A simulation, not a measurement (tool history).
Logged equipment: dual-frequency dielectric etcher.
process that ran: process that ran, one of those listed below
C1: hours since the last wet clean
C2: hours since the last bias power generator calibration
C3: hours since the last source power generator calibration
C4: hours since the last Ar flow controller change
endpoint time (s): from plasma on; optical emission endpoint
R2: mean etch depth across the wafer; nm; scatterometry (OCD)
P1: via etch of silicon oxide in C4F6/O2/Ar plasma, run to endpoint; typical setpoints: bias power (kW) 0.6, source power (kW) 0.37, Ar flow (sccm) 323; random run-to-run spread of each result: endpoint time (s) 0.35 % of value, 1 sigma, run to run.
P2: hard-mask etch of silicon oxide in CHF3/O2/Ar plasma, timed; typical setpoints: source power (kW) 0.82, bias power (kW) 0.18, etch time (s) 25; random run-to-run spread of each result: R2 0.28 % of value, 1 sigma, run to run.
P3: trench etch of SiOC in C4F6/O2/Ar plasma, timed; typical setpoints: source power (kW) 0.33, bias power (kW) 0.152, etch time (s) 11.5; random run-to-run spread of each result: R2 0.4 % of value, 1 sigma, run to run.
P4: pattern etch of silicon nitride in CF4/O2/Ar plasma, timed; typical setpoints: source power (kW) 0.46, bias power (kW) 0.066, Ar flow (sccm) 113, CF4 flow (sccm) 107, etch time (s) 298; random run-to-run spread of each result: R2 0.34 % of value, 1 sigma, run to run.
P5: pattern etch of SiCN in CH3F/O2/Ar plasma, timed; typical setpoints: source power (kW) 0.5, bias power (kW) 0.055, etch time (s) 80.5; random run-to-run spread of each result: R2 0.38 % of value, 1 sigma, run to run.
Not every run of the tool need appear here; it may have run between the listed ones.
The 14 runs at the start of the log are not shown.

run 15 hour=194.9 | process_that_ran=P5 bias_power_(kW)=0.055 source_power_(kW)=0.61 etch_time_(s)=80.5 | C1=247.7 C2=667.8 C3=77.2 C4=810.4 | R2=33.274
run 16 hour=204.2 | process_that_ran=P2 bias_power_(kW)=0.18 source_power_(kW)=0.5 etch_time_(s)=25 | C1=257 C2=677.1 C3=86.5 C4=819.7 | R2=45.81
run 17 hour=219.5 | process_that_ran=P2 bias_power_(kW)=0.18 source_power_(kW)=0.82 etch_time_(s)=25 | C1=272.3 C2=692.4 C3=101.8 C4=835 | R2=54.984
run 18 hour=228.8 | process_that_ran=P1 bias_power_(kW)=0.829 source_power_(kW)=0.27 Ar_flow_(sccm)=323 | C1=281.6 C2=701.7 C3=111.1 C4=844.3 | endpoint_time_(s)=20.087
run 19 hour=237.6 | process_that_ran=P1 bias_power_(kW)=0.6 source_power_(kW)=0.37 Ar_flow_(sccm)=323 | C1=290.4 C2=710.5 C3=119.9 C4=853.1 | endpoint_time_(s)=20.335
run 20 hour=246.1 | process_that_ran=P4 bias_power_(kW)=0.066 source_power_(kW)=0.46 Ar_flow_(sccm)=92 etch_time_(s)=298 CF4_flow_(sccm)=107 | C1=298.9 C2=719 C3=128.4 C4=861.6 | R2=604.9
run 21 hour=261.4 | process_that_ran=P4 bias_power_(kW)=0.066 source_power_(kW)=0.46 Ar_flow_(sccm)=113 etch_time_(s)=298 CF4_flow_(sccm)=146 | C1=314.2 C2=734.3 C3=143.7 C4=876.9 | R2=609.98
run 22 hour=276.2 | process_that_ran=P1 bias_power_(kW)=0.6 source_power_(kW)=0.37 Ar_flow_(sccm)=194 | C1=329 C2=749.1 C3=158.5 C4=891.7 | endpoint_time_(s)=19.214
run 23 hour=284.8 | process_that_ran=P3 bias_power_(kW)=0.152 source_power_(kW)=0.33 etch_time_(s)=7 | C1=337.6 C2=757.7 C3=167.1 C4=900.3 | R2=12.999
run 24 hour=301.7 | process_that_ran=P3 bias_power_(kW)=0.152 source_power_(kW)=0.44 etch_time_(s)=11.5 | C1=354.5 C2=774.6 C3=184 C4=917.2 | R2=23.991
-- hour=307.7 Ar flow controller replaced
run 25 hour=317.8 | process_that_ran=P1 bias_power_(kW)=0.848 source_power_(kW)=0.37 Ar_flow_(sccm)=323 | C1=370.6 C2=790.7 C3=200.1 C4=10.1 | endpoint_time_(s)=17.836
run 26 hour=332.6 | process_that_ran=P1 bias_power_(kW)=0.6 source_power_(kW)=0.37 Ar_flow_(sccm)=323 | C1=385.4 C2=805.5 C3=214.9 C4=24.9 | endpoint_time_(s)=20.311
run 27 hour=341.8 | process_that_ran=P1 bias_power_(kW)=0.763 source_power_(kW)=0.47 Ar_flow_(sccm)=323 | C1=394.6 C2=814.7 C3=224.1 C4=34.1 | endpoint_time_(s)=16.893
run 28 hour=358.5 | process_that_ran=P4 bias_power_(kW)=0.066 source_power_(kW)=0.46 Ar_flow_(sccm)=113 etch_time_(s)=298 CF4_flow_(sccm)=107 | C1=411.3 C2=831.4 C3=240.8 C4=50.8 | R2=591.29
run 29 hour=366.9 | process_that_ran=P1 bias_power_(kW)=0.6 source_power_(kW)=0.37 Ar_flow_(sccm)=323 | C1=419.7 C2=839.8 C3=249.2 C4=59.2 | endpoint_time_(s)=20.397
run 30 hour=382.2 | process_that_ran=P1 bias_power_(kW)=0.6 source_power_(kW)=0.37 Ar_flow_(sccm)=323 | C1=435 C2=855.1 C3=264.5 C4=74.5 | endpoint_time_(s)=20.444
run 31 hour=398.1 | process_that_ran=P1 bias_power_(kW)=0.446 source_power_(kW)=0.37 Ar_flow_(sccm)=323 | C1=450.9 C2=871 C3=280.4 C4=90.4 | endpoint_time_(s)=22.825
run 32 hour=409.3 | process_that_ran=P1 bias_power_(kW)=0.6 source_power_(kW)=0.37 Ar_flow_(sccm)=323 | C1=462.1 C2=882.2 C3=291.6 C4=101.6 | endpoint_time_(s)=20.457
run 33 hour=423.5 | process_that_ran=P1 bias_power_(kW)=0.6 source_power_(kW)=0.37 Ar_flow_(sccm)=435 | C1=476.3 C2=896.4 C3=305.8 C4=115.8 | endpoint_time_(s)=21.126
run 34 hour=439.2 | process_that_ran=P3 bias_power_(kW)=0.152 source_power_(kW)=0.33 etch_time_(s)=11.5 | C1=492 C2=912.1 C3=321.5 C4=131.5 | R2=21.359

Run 35 comes next. What will it give?
run 35 hour=448.2 | process_that_ran=P1 bias_power_(kW)=0.6 source_power_(kW)=0.37 Ar_flow_(sccm)=323 | C1=501 C2=921.1 C3=330.5 C4=140.5 | endpoint_time_(s)=?

Logged for run 35: endpoint time (s) 20.426.

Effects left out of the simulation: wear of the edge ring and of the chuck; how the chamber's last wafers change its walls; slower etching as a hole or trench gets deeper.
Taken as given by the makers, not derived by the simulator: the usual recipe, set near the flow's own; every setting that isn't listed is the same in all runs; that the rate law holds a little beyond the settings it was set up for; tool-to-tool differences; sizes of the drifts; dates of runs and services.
